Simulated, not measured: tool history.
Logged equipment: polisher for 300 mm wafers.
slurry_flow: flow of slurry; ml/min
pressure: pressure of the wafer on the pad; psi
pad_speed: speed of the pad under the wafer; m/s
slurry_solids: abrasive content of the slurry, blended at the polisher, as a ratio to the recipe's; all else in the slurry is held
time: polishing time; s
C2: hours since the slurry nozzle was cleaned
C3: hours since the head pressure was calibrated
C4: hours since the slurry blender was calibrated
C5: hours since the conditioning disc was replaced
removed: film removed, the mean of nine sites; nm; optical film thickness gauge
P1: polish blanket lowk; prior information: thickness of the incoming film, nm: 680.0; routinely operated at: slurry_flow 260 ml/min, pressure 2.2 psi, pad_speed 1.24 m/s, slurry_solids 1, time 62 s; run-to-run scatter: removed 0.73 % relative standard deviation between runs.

{"run": 1, "day": 0.188, "slurry_flow": 260, "pressure": 2.2, "pad_speed": 1.24, "slurry_solids": 1, "time": 62, "wafers polished on this pad": 441, "C2": 266.7, "C3": 112.8, "C4": 43.2, "C5": 222.1, "removed": 38.441}
{"run": 2, "day": 0.492, "slurry_flow": 260, "pressure": 2.2, "pad_speed": 1.24, "slurry_solids": 1, "time": 36, "wafers polished on this pad": 521, "C2": 274, "C3": 120.1, "C4": 50.5, "C5": 229.4, "removed": 22.249}
{"run": 3, "day": 0.758, "slurry_flow": 260, "pressure": 2.2, "pad_speed": 1.24, "slurry_solids": 1, "time": 62, "wafers polished on this pad": 590, "C2": 280.4, "C3": 126.5, "C4": 56.9, "C5": 235.8, "removed": 38.824}
{"run": 4, "day": 1.054, "slurry_flow": 260, "pressure": 1.3, "pad_speed": 1.24, "slurry_solids": 1, "time": 62, "wafers polished on this pad": 668, "C2": 287.5, "C3": 133.6, "C4": 64, "C5": 242.9, "removed": 22.866}
{"run": 5, "day": 1.321, "slurry_flow": 260, "pressure": 2.2, "pad_speed": 1.24, "slurry_solids": 1, "time": 62, "wafers polished on this pad": 737, "C2": 293.9, "C3": 140, "C4": 70.4, "C5": 249.3, "removed": 38.463}
{"run": 6, "day": 1.471, "slurry_flow": 260, "pressure": 2.2, "pad_speed": 1.92, "slurry_solids": 1, "time": 62, "wafers polished on this pad": 777, "C2": 297.5, "C3": 143.6, "C4": 74, "C5": 252.9, "removed": 55.443}
{"day": 1.646, "done": "conditioning disc replaced and pad reconditioned"}
{"run": 7, "day": 1.696, "slurry_flow": 260, "pressure": 2.2, "pad_speed": 1.24, "slurry_solids": 1.4, "time": 62, "wafers polished on this pad": 835, "C2": 302.9, "C3": 149, "C4": 79.4, "C5": 1.2, "removed": 44.18}
{"run": 8, "day": 1.942, "slurry_flow": 155, "pressure": 2.2, "pad_speed": 1.24, "slurry_solids": 1, "time": 62, "wafers polished on this pad": 900, "C2": 308.8, "C3": 154.9, "C4": 85.3, "C5": 7.1, "removed": 35.991}
{"run": 9, "day": 2.1, "slurry_flow": 340, "pressure": 2.2, "pad_speed": 1.24, "slurry_solids": 1, "time": 62, "wafers polished on this pad": 941, "C2": 312.6, "C3": 158.7, "C4": 89.1, "C5": 10.9, "removed": 39.511}
{"day": 2.296, "done": "slurry blender recalibrated"}
{"run": 10, "day": 2.417, "slurry_flow": 260, "pressure": 2.2, "pad_speed": 1.24, "slurry_solids": 1, "time": 94, "wafers polished on this pad": 1024, "C2": 320.2, "C3": 166.3, "C4": 3, "C5": 18.5, "removed": 58.482}
{"run": 11, "day": 2.621, "slurry_flow": 175, "pressure": 2.2, "pad_speed": 1.24, "slurry_solids": 0.7, "time": 62, "wafers polished on this pad": 1077, "C2": 325.1, "C3": 171.2, "C4": 7.9, "C5": 23.4, "removed": 30.457}
{"run": 12, "day": 2.938, "slurry_flow": 260, "pressure": 2.2, "pad_speed": 1.24, "slurry_solids": 1, "time": 62, "wafers polished on this pad": 1160, "C2": 332.7, "C3": 178.8, "C4": 15.5, "C5": 31, "removed": 38.115}
{"run": 13, "day": 3.204, "slurry_flow": 260, "pressure": 2.2, "pad_speed": 1.24, "slurry_solids": 1, "time": 62, "wafers polished on this pad": 1230, "C2": 339.1, "C3": 185.2, "C4": 21.9, "C5": 37.4, "removed": 38.57}
{"run": 14, "day": 3.417, "slurry_flow": 260, "pressure": 2.2, "pad_speed": 1.24, "slurry_solids": 1, "time": 62, "wafers polished on this pad": 1285, "C2": 344.2, "C3": 190.3, "C4": 27, "C5": 42.5, "removed": 38.715}
{"run": 15, "day": 3.588, "slurry_flow": 260, "pressure": 2.2, "pad_speed": 0.58, "slurry_solids": 1, "time": 62, "wafers polished on this pad": 1330, "C2": 348.3, "C3": 194.4, "C4": 31.1, "C5": 46.6, "removed": 21.099}
{"run": 16, "day": 3.833, "slurry_flow": 260, "pressure": 3.2, "pad_speed": 1.24, "slurry_solids": 1, "time": 62, "wafers polished on this pad": 1394, "C2": 354.2, "C3": 200.3, "C4": 37, "C5": 52.5, "removed": 55.433}
{"run": 17, "day": 4.121, "slurry_flow": 260, "pressure": 2.2, "pad_speed": 0.74, "slurry_solids": 1, "time": 34, "wafers polished on this pad": 1469, "C2": 361.1, "C3": 207.2, "C4": 43.9, "C5": 59.4, "removed": 13.993}

What does the tool deliver on the next run?
{"run": 18, "day": 4.354, "slurry_flow": 260, "pressure": 2.2, "pad_speed": 1.24, "slurry_solids": 0.55, "time": 62, "wafers polished on this pad": 1530, "C2": 366.7, "C3": 212.8, "C4": 49.5, "C5": 65, "removed": "?"}

Run 18 yielded removed 28.104 nm.
